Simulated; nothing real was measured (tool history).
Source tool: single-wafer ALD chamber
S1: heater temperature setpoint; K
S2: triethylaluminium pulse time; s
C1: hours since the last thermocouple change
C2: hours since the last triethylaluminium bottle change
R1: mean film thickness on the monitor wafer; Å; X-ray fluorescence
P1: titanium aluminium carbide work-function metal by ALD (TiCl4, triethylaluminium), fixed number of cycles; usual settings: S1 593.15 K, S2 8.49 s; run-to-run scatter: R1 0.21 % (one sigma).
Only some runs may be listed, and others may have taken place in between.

{"run": 1, "hour": 7.8, "S1": 593.15, "S2": 8.49, "C1": 500.7, "C2": 353.6, "R1": 21.654}
{"run": 2, "hour": 21.6, "S1": 583.15, "S2": 4.09, "C1": 514.5, "C2": 367.4, "R1": 16.603}
{"run": 3, "hour": 34.9, "S1": 593.15, "S2": 2.82, "C1": 527.8, "C2": 380.7, "R1": 14.212}
{"run": 4, "hour": 46.2, "S1": 593.15, "S2": 8.49, "C1": 539.1, "C2": 392, "R1": 21.698}
{"run": 5, "hour": 63.6, "S1": 593.15, "S2": 8.49, "C1": 556.5, "C2": 409.4, "R1": 21.624}
{"run": 6, "hour": 75.3, "S1": 610.15, "S2": 4.99, "C1": 568.2, "C2": 421.1, "R1": 20.129}
{"run": 7, "hour": 87.0, "S1": 580.15, "S2": 8.49, "C1": 579.9, "C2": 432.8, "R1": 20.502}
{"run": 8, "hour": 97.7, "S1": 593.15, "S2": 8.49, "C1": 590.6, "C2": 443.5, "R1": 21.559}
{"run": 9, "hour": 112.9, "S1": 593.15, "S2": 8.49, "C1": 605.8, "C2": 458.7, "R1": 21.706}
{"run": 10, "hour": 122.9, "S1": 572.15, "S2": 12.12, "C1": 615.8, "C2": 468.7, "R1": 20.627}
{"run": 11, "hour": 134.2, "S1": 593.15, "S2": 11.72, "C1": 627.1, "C2": 480, "R1": 22.424}
{"run": 12, "hour": 144.1, "S1": 607.15, "S2": 8.49, "C1": 637, "C2": 489.9, "R1": 22.919}
{"run": 13, "hour": 152.7, "S1": 593.15, "S2": 8.49, "C1": 645.6, "C2": 498.5, "R1": 21.652}
{"run": 14, "hour": 162.4, "S1": 593.15, "S2": 8.49, "C1": 655.3, "C2": 508.2, "R1": 21.622}
{"run": 15, "hour": 176.2, "S1": 593.15, "S2": 8.49, "C1": 669.1, "C2": 522, "R1": 21.512}
{"run": 16, "hour": 188.9, "S1": 593.15, "S2": 8.49, "C1": 681.8, "C2": 534.7, "R1": 21.443}
{"run": 17, "hour": 197.3, "S1": 593.15, "S2": 8.49, "C1": 690.2, "C2": 543.1, "R1": 21.325}
{"run": 18, "hour": 208.3, "S1": 593.15, "S2": 8.49, "C1": 701.2, "C2": 554.1, "R1": 21.292}
{"run": 19, "hour": 221.5, "S1": 593.15, "S2": 8.49, "C1": 714.4, "C2": 567.3, "R1": 21.228}
{"run": 20, "hour": 235.9, "S1": 593.15, "S2": 8.49, "C1": 728.8, "C2": 581.7, "R1": 21.238}
{"run": 21, "hour": 249.3, "S1": 593.15, "S2": 8.49, "C1": 742.2, "C2": 595.1, "R1": 21.161}

Compared with where it was, what P1 gives has crept away. Each cause listed below fits the log as well as the rest, at the size given for it:
A: triethylaluminium dose below that of a fresh bottle (%) = 9.32
B: wafer temperature below the value expected at the setpoint (K) = 4.38
Onset of the creep was near hour 162.4.

Below are 4 check runs, each on a single wafer, with their results shown as question marks. Which of them would tell the listed causes apart, meaning the causes would give clearly different results under it?
{"run": "check 1", "hour": 262.7, "S1": 580.15, "S2": 8.49, "R1": "?"}
{"run": "check 2", "hour": 262.7, "S1": 584.15, "S2": 3.23, "R1": "?"}
{"run": "check 3", "hour": 262.7, "S1": 582.15, "S2": 8.49, "R1": "?"}
{"run": "check 4", "hour": 262.7, "S1": 583.15, "S2": 8.49, "R1": "?"}

Check results expected under each cause:
check=check_1 result=R1 if_A=20.142 if_B=20.126
check=check_2 result=R1 if_A=14.009 if_B=14.529
check=check_3 result=R1 if_A=20.313 if_B=20.3
check=check_4 result=R1 if_A=20.399 if_B=20.386
Per check, the gap between the least separated pair of causes, taken in the result that splits them most: check 1 0.08 %; check 2 3.65 %; check 3 0.07 %; check 4 0.06 %
Of the check runs offered, only check 2 discriminates between the causes; the rest would read about the same regardless of which cause applies.

After running check 2, the following was obtained: R1 14.577 Å. Which cause does this point to?

Of the candidate causes, it is B: wafer temperature below the value expected at the setpoint (K).
